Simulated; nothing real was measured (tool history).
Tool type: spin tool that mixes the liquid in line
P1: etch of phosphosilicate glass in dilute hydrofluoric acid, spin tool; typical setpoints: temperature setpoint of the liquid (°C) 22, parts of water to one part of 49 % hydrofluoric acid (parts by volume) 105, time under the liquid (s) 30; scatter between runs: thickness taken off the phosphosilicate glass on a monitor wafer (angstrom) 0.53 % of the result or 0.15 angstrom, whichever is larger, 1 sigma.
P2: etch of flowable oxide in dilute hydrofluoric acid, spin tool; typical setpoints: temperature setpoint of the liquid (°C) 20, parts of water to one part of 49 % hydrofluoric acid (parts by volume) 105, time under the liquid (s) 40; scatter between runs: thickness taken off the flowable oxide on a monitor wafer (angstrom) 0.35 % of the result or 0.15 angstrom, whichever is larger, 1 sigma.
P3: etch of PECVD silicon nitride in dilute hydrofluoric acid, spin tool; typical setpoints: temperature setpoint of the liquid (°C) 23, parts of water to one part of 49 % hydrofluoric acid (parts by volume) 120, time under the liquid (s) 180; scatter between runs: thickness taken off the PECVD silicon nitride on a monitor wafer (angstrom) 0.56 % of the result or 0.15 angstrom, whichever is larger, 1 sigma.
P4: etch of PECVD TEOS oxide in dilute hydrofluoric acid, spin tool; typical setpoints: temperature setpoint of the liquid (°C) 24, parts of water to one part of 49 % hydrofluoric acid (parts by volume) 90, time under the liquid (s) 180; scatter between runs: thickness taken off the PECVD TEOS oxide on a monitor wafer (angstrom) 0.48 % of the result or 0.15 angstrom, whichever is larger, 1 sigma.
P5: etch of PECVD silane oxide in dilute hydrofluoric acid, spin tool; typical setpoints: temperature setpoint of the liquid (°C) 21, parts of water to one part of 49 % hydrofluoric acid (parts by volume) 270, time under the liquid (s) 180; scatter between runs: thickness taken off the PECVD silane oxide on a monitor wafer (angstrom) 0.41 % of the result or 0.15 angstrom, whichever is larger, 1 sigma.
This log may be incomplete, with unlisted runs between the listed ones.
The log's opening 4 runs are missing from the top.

run	day	process that ran	temperature setpoint of the liquid (°C)	parts of water to one part of 49 % hydrofluoric acid (parts by volume)	time under the liquid (s)	hours since the thermometer was replaced	hours since the hydrofluoric acid flow meter was replaced	thickness taken off the phosphosilicate glass on a monitor wafer (angstrom)	thickness taken off the PECVD TEOS oxide on a monitor wafer (angstrom)	thickness taken off the PECVD silane oxide on a monitor wafer (angstrom)	thickness taken off the PECVD silicon nitride on a monitor wafer (angstrom)	thickness taken off the flowable oxide on a monitor wafer (angstrom)
5	1.175	P4	24	160	180	265.1	483.9		91.001			
6	1.517	P1	17	105	15	273.3	492.1	157.44				
# day 1.6: hydrofluoric acid flow meter replaced
7	1.792	P4	19	90	180	279.9	4.6		142.93			
8	2.125	P5	21	495	180	287.9	12.6			32.866		
9	2.358	P5	21	270	355	293.5	18.2			144.2		
10	2.683	P3	23	120	180	301.3	26				50.557	
11	2.908	P4	24	90	180	306.7	31.4		175.44			
12	3.246	P3	17	120	180	314.8	39.5				33.101	
13	3.438	P1	22	105	30	319.4	44.1	382.44				
14	3.662	P2	20	105	40	324.8	49.5					189.56
15	3.908	P1	22	105	30	330.7	55.4	385.2				
16	4.167	P1	17	105	50	336.9	61.6	519.39				
17	4.529	P1	17	105	30	345.6	70.3	315.29				
18	4.725	P2	20	170	40	350.3	75					108.76
19	5.083	P1	22	105	15	358.9	83.6	193.08				
20	5.421	P3	23	120	340	367	91.7				93.89	
21	5.725	P3	23	200	180	374.3	99				30.596	

What does the tool deliver on the next run?
22	5.9	P5	17	270	180	378.5	103.2			?		

thickness taken off the PECVD silane oxide on a monitor wafer (angstrom): 62.861
